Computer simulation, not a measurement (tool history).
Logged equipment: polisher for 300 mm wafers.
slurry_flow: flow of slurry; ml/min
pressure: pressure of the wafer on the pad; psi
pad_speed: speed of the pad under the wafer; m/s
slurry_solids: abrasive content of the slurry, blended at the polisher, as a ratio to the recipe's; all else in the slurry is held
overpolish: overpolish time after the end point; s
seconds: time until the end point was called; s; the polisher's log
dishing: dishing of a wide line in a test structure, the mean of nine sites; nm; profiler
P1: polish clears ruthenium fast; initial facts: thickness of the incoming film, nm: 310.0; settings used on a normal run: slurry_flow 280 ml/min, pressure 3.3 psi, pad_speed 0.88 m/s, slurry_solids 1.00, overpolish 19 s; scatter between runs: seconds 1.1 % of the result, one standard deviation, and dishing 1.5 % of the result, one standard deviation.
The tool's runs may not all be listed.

run,hour,slurry_flow,pressure,pad_speed,slurry_solids,overpolish,wafers polished on this pad,hours since the slurry nozzle was cleaned,hours since the head pressure was calibrated,hours since the slurry blender was calibrated,seconds,dishing
1,12.5,280,3.3,0.88,1.00,19,293,231.7,500.2,45.2,83.734,58.010
2,26.5,435,3.3,0.88,1.00,19,431,245.7,514.2,59.2,81.683,58.834
3,35.1,280,3.3,0.88,1.00,19,516,254.3,522.8,67.8,86.264,56.386
4,51.8,280,3.3,0.88,1.00,19,682,271.0,539.5,84.5,86.009,55.412
5,65.2,280,3.3,0.88,1.00,19,814,284.4,552.9,97.9,85.723,54.826
6,78.9,280,3.3,0.88,1.00,29,949,298.1,566.6,111.6,86.695,78.722
7,93.5,280,3.3,0.88,1.00,19,1094,312.7,581.2,126.2,86.762,56.835
8,103.5,280,3.3,0.66,1.00,19,1193,322.7,591.2,136.2,113.690,44.401
9,121.2,280,3.3,0.88,0.50,19,1368,340.4,608.9,153.9,123.640,41.244
10,137.5,280,1.5,0.88,1.00,19,1529,356.7,625.2,170.2,187.620,27.466
11,146.4,280,3.3,0.88,1.00,6,1617,365.6,634.1,179.1,84.723,19.845
12,157.7,280,3.3,0.88,1.00,19,1728,376.9,645.4,190.4,86.369,58.324
13,166.9,280,3.3,1.38,1.00,19,1819,386.1,654.6,199.6,54.367,85.163
14,180.7,280,3.3,0.88,1.35,19,1956,399.9,668.4,213.4,75.255,62.524
15,188.5,190,3.3,0.88,1.00,19,2033,407.7,676.2,221.2,87.763,54.374
16,198.9,280,3.3,0.88,1.00,19,2136,418.1,686.6,231.6,87.233,56.684
17,213.8,370,3.3,1.22,1.00,19,2283,433.0,701.5,246.5,60.268,74.360
18,226.5,280,5.1,0.88,1.00,19,2409,445.7,714.2,259.2,55.629,80.755
19,238.6,280,3.3,0.88,1.00,19,2528,457.8,726.3,271.3,84.563,56.811
20,252.1,280,3.3,0.88,1.00,19,2662,471.3,739.8,284.8,88.951,54.495
21,261.2,280,3.3,0.88,1.00,19,2752,480.4,748.9,293.9,92.137,53.011
22,270.1,280,3.3,0.88,1.00,19,2840,489.3,757.8,302.8,93.046,51.831
23,287.9,280,3.3,0.88,1.00,19,3016,507.1,775.6,320.6,94.758,52.598
24,297.3,280,3.3,0.88,1.00,19,3109,516.5,785.0,330.0,93.140,51.354
25,312.5,280,3.3,0.88,1.00,19,3259,531.7,800.2,345.2,94.965,50.085
# hour 314.6: head pressure recalibrated
# hour 315.5: slurry nozzle cleaned
26,323.7,280,3.3,0.88,1.00,19,3370,8.2,9.1,356.4,96.871,51.290
27,335.0,280,3.3,0.88,1.00,19,3481,19.5,20.4,367.7,97.138,50.035
28,342.7,280,3.3,0.88,1.00,19,3557,27.2,28.1,375.4,96.409,49.103

The log shows P1 creeping away from where it was. Any of the 2 causes listed here, at the size stated for it, fits the log just as well as the others:
A: removal rate lost through wear of the pad, % = 11.5
B: abrasive missing from the slurry, % = 22.3
The process output started creeping at around hour 238.6.
Excluded causes, each with its reason:
slurry flow missing at the pad, %: serviced at hour 315.5, after the drift had started, without restoring the earlier output
head's pressure below its setpoint, %: serviced at hour 314.6, after the drift had started, without restoring the earlier output

Which of the 4 check runs listed below, each an average over 5 wafers with its results shown as question marks, gives clearly different results under the different listed causes?
check 1,350.4,280,1.5,1.22,1.00,19,,,,,?,?
check 2,350.4,280,4.9,1.34,1.00,19,,,,,?,?
check 3,350.4,280,3.3,0.88,0.55,19,,,,,?,?
check 4,350.4,280,4.8,0.88,1.00,6,,,,,?,?

Check results expected under each cause:
check,result,if A,if B
check 1,seconds,152.410,152.470
check 1,dishing,33.232,33.218
check 2,seconds,42.477,42.496
check 2,dishing,100.090,100.060
check 3,seconds,131.760,136.770
check 3,dishing,38.022,36.738
check 4,seconds,66.028,66.058
check 4,dishing,24.687,24.677
Separation of the two closest causes in each check, using whichever result separates them best: check 1 0.05 %; check 2 0.05 %; check 3 3.73 %; check 4 0.05 %
The other checks would show nearly matching results whichever cause is true, so check 3 is the only one that separates the causes.

Check 3 was carried out, with these results: seconds 136.610 s; dishing 36.400 nm. Which of the listed causes is responsible?

The correct cause is B, namely: abrasive missing from the slurry, %.

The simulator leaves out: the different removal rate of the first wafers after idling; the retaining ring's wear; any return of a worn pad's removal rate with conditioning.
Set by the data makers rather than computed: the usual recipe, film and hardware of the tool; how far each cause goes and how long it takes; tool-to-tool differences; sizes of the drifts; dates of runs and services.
